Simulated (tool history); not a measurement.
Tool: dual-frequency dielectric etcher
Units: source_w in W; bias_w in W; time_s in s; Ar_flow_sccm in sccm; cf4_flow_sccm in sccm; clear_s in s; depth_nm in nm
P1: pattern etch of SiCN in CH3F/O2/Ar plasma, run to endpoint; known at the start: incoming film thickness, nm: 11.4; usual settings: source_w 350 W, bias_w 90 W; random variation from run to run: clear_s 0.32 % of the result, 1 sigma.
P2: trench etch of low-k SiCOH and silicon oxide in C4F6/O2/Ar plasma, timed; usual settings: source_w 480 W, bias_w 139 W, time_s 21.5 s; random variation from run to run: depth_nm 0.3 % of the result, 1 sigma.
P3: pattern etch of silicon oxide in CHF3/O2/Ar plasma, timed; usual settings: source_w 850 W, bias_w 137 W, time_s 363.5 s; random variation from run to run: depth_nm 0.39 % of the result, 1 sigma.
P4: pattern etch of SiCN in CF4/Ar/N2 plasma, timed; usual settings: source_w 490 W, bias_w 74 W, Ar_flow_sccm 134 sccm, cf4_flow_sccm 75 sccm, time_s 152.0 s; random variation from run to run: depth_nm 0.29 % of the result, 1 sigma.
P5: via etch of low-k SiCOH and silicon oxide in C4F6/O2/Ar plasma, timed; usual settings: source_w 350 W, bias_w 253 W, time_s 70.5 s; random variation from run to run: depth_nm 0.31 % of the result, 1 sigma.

Run 1, hour 10.1: process P1, source_w 350 W, bias_w 90 W. Result: clear_s 30.536 s.
Run 2, hour 25.2: process P2, source_w 480 W, bias_w 139 W, time_s 32.5 s. Result: depth_nm 99.084 nm.
Run 3, hour 39.2: process P3, source_w 850 W, bias_w 137 W, time_s 363.5 s. Result: depth_nm 740.050 nm.
At hour 47.4: source power generator calibrated.
Run 4, hour 52.5: process P1, source_w 350 W, bias_w 90 W. Result: clear_s 30.704 s.
Run 5, hour 62.4: process P5, source_w 350 W, bias_w 253 W, time_s 88.0 s. Result: depth_nm 244.090 nm.
Run 6, hour 75.0: process P1, source_w 350 W, bias_w 56 W. Result: clear_s 36.274 s.
Run 7, hour 88.4: process P2, source_w 480 W, bias_w 139 W, time_s 21.5 s. Result: depth_nm 65.671 nm.
Run 8, hour 100.6: process P1, source_w 440 W, bias_w 90 W. Result: clear_s 28.085 s.
Run 9, hour 110.4: process P2, source_w 680 W, bias_w 139 W, time_s 21.5 s. Result: depth_nm 75.309 nm.
Run 10, hour 126.9: process P1, source_w 350 W, bias_w 90 W. Result: clear_s 30.509 s.
At hour 140.7: bias power generator calibrated.
Run 11, hour 141.9: process P3, source_w 850 W, bias_w 137 W, time_s 363.5 s. Result: depth_nm 735.370 nm.
Run 12, hour 154.9: process P3, source_w 850 W, bias_w 137 W, time_s 498.5 s. Result: depth_nm 1013.500 nm.
Run 13, hour 164.2: process P1, source_w 350 W, bias_w 113 W. Result: clear_s 28.024 s.
Run 14, hour 176.1: process P4, source_w 490 W, bias_w 74 W, time_s 152.0 s, Ar_flow_sccm 134 sccm, cf4_flow_sccm 98 sccm. Result: depth_nm 141.320 nm.
Run 15, hour 188.8: process P4, source_w 490 W, bias_w 74 W, time_s 152.0 s, Ar_flow_sccm 134 sccm, cf4_flow_sccm 75 sccm. Result: depth_nm 135.420 nm.
Run 16, hour 197.4: process P4, source_w 490 W, bias_w 74 W, time_s 83.5 s, Ar_flow_sccm 134 sccm, cf4_flow_sccm 75 sccm. Result: depth_nm 74.856 nm.
Run 17, hour 206.6: process P5, source_w 350 W, bias_w 253 W, time_s 70.5 s. Result: depth_nm 195.310 nm.
Run 18, hour 219.4: process P1, source_w 350 W, bias_w 90 W. Result: clear_s 30.709 s.
Run 19, hour 233.2: process P4, source_w 490 W, bias_w 58 W, time_s 152.0 s, Ar_flow_sccm 134 sccm, cf4_flow_sccm 75 sccm. Result: depth_nm 124.960 nm.
Run 20, hour 245.7: process P5, source_w 260 W, bias_w 253 W, time_s 70.5 s. Result: depth_nm 174.750 nm.
Run 21, hour 254.8: process P4, source_w 490 W, bias_w 74 W, time_s 152.0 s, Ar_flow_sccm 91 sccm, cf4_flow_sccm 75 sccm. Result: depth_nm 143.930 nm.
Run 22, hour 271.3: process P5, source_w 350 W, bias_w 192 W, time_s 70.5 s. Result: depth_nm 178.000 nm.
Run 23, hour 284.0: process P4, source_w 690 W, bias_w 74 W, time_s 152.0 s, Ar_flow_sccm 134 sccm, cf4_flow_sccm 75 sccm. Result: depth_nm 183.850 nm.
Run 24, hour 294.4: process P4, source_w 490 W, bias_w 74 W, time_s 152.0 s, Ar_flow_sccm 134 sccm, cf4_flow_sccm 75 sccm. Result: depth_nm 135.280 nm.
Run 25, hour 308.3: process P2, source_w 480 W, bias_w 139 W, time_s 21.5 s. Result: depth_nm 65.845 nm.
Run 26, hour 316.7: process P1, source_w 280 W, bias_w 90 W. Result: clear_s 32.982 s.
Run 27, hour 329.3: process P2, source_w 480 W, bias_w 86 W, time_s 21.5 s. Result: depth_nm 57.185 nm.
Run 28, hour 343.6: process P3, source_w 520 W, bias_w 137 W, time_s 363.5 s. Result: depth_nm 613.070 nm.
Run 29, hour 353.7: process P3, source_w 850 W, bias_w 86 W, time_s 363.5 s. Result: depth_nm 645.020 nm.
Run 30, hour 364.7: process P1, source_w 480 W, bias_w 61 W. Result: clear_s 30.964 s.
Run 31, hour 379.1: process P1, source_w 350 W, bias_w 90 W. Result: clear_s 30.496 s.
Run 32, hour 392.1: process P1, source_w 350 W, bias_w 90 W. Result: clear_s 30.433 s.
Run 33, hour 401.7: process P1, source_w 350 W, bias_w 90 W. Result: clear_s 30.098 s.
Run 34, hour 418.4: process P1, source_w 350 W, bias_w 90 W. Result: clear_s 30.158 s.
Run 35, hour 428.7: process P1, source_w 350 W, bias_w 90 W. Result: clear_s 30.092 s.
At hour 440.3: wet clean of the chamber.
Run 36, hour 441.0: process P1, source_w 350 W, bias_w 90 W. Result: clear_s 30.198 s.
Run 37, hour 457.3: process P1, source_w 350 W, bias_w 90 W. Result: clear_s 30.105 s.
Run 38, hour 466.3: process P1, source_w 350 W, bias_w 90 W. Result: clear_s 30.211 s.

What P1 gives has crept away from where it was. These 2 causes fit the log equally well, each at the size given:
A: source power that arrives over what is set, % = 4.42
B: bias power that arrives over what is set, % = 4.37
The creep began at about hour 379.1.
Why every other cause is out:
chamber walls in a state that raises the etch rate, %: serviced at hour 440.3, which brought nothing back

4 check runs are offered, one wafer each, their results left as question marks. Which one tells the causes apart?
Run check 1, hour 475.3: process P3, source_w 850 W, bias_w 137 W, time_s 363.5 s. Result: depth_nm ?.
Run check 2, hour 475.3: process P4, source_w 490 W, bias_w 74 W, time_s 152.0 s, Ar_flow_sccm 134 sccm, cf4_flow_sccm 75 sccm. Result: depth_nm ?.
Run check 3, hour 475.3: process P5, source_w 350 W, bias_w 253 W, time_s 70.5 s. Result: depth_nm ?.
Run check 4, hour 475.3: process P2, source_w 480 W, bias_w 139 W, time_s 21.5 s. Result: depth_nm ?.

What each check would give under each cause:
  check    result     if A     if B
check 1  depth_nm  750.020  747.240
check 2  depth_nm  140.890  137.770
check 3  depth_nm  198.620  198.260
check 4  depth_nm   66.755   66.448
How far apart the two closest causes lie, in the result that separates them most: check 1 0.37 %; check 2 2.24 %; check 3 0.18 %; check 4 0.46 %
Only check 2 tells the causes apart: in the others they would give nearly the same result.

Check 2 was then run and gave: depth_nm 137.420 nm. Which cause is it?

It is B: bias power that arrives over what is set, %.

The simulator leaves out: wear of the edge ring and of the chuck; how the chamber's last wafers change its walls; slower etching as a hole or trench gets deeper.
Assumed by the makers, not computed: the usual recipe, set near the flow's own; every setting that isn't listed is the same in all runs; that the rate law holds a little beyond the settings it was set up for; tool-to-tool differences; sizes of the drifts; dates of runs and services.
